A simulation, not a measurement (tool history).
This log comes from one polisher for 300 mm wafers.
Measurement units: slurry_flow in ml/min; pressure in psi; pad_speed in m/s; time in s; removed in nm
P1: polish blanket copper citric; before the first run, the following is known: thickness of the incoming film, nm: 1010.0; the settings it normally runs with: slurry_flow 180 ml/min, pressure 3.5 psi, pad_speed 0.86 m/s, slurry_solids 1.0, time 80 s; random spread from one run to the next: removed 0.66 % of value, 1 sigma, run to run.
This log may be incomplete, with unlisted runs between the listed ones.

run   hour  slurry_flow  pressure  pad_speed  slurry_solids  time  wafers polished on this pad  hours since the slurry nozzle was cleaned  hours since the head pressure was calibrated  hours since the slurry blender was calibrated  removed
  1   16.6          180       3.5       0.86            1.0    80                          700                                      192.1                                         433.6                                          192.1   195.73
  2   30.8          180       3.5       0.86            1.0    80                          876                                      206.3                                         447.8                                          206.3   198.85
  3   46.1          180       3.5       0.86            1.0    80                         1065                                      221.6                                         463.1                                          221.6   197.65
  4   54.3          110       3.5       0.86            1.0   103                         1166                                      229.8                                         471.3                                          229.8   234.22
  5   66.1          180       3.5       0.86            1.3    80                         1312                                      241.6                                         483.1                                          241.6   209.77
  6   80.0          180       3.5       0.44            1.0    80                         1484                                      255.5                                         497.0                                          255.5   103.79
  7   95.4          180       4.7       0.86            1.0    80                         1675                                      270.9                                         512.4                                          270.9   267.14
  8  106.9          180       5.3       1.22            1.0    80                         1817                                      282.4                                         523.9                                          282.4   420.21
  9  119.9          180       3.5       0.86            0.7    80                         1978                                      295.4                                         536.9                                          295.4   184.72
 10  132.5          180       3.5       0.86            1.0    80                         2134                                      308.0                                         549.5                                          308.0   196.80
 11  144.6          180       3.5       1.16            1.0    80                         2284                                      320.1                                         561.6                                          320.1   266.46
 12  153.7          180       2.4       0.86            1.0    80                         2396                                      329.2                                         570.7                                          329.2   137.91
 13  167.0          180       3.5       0.86            1.0    80                         2561                                      342.5                                         584.0                                          342.5   197.68
 14  182.9          180       3.5       0.86            1.0    80                         2758                                      358.4                                         599.9                                          358.4   198.95
 15  191.9          180       4.9       0.86            1.0    98                         2869                                      367.4                                         608.9                                          367.4   336.98
 16  205.2          180       3.5       0.86            1.0    80                         3034                                      380.7                                         622.2                                          380.7   199.01
 17  213.3          110       3.5       0.86            1.0    80                         3134                                      388.8                                         630.3                                          388.8   179.12

Expected results for the next run?
 18  228.5          180       3.5       0.86            1.0    43                         3322                                      404.0                                         645.5                                          404.0        ?

Run 18 measured removed 107.24 nm.
